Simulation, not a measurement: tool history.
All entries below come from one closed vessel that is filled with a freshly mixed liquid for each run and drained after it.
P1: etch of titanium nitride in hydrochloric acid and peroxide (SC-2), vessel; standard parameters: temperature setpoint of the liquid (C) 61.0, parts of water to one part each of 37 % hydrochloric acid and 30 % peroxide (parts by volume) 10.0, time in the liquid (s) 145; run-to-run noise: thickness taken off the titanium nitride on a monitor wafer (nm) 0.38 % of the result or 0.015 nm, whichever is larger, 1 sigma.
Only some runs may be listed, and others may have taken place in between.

run	hour	temperature setpoint of the liquid (C)	parts of water to one part each of 37 % hydrochloric acid and 30 % peroxide (parts by volume)	time in the liquid (s)	thickness taken off the titanium nitride on a monitor wafer (nm)
1	4.9	61.0	10.0	145	9.0615
2	12.2	72.0	10.0	145	17.4760
3	18.9	48.5	10.0	145	4.0278
4	24.2	61.0	10.0	280	17.3130
5	29.5	61.0	16.5	145	5.8702
6	36.8	71.5	10.0	30	3.5242
7	42.7	61.0	10.0	145	9.0485
8	49.3	61.0	10.0	145	9.0079
9	55.2	61.0	10.0	145	9.0491
10	59.8	61.0	15.0	235	10.3720
11	67.2	61.0	10.0	30	1.8829
12	73.9	61.0	4.0	145	18.0940
13	78.6	61.0	10.0	145	9.0064

Run 14 has not been measured yet. What should we expect?
# hour 80.0: chemicals flow meter replaced
14	83.6	71.5	10.0	255	?

Run 14 measured thickness taken off the titanium nitride on a monitor wafer (nm) 30.0830.

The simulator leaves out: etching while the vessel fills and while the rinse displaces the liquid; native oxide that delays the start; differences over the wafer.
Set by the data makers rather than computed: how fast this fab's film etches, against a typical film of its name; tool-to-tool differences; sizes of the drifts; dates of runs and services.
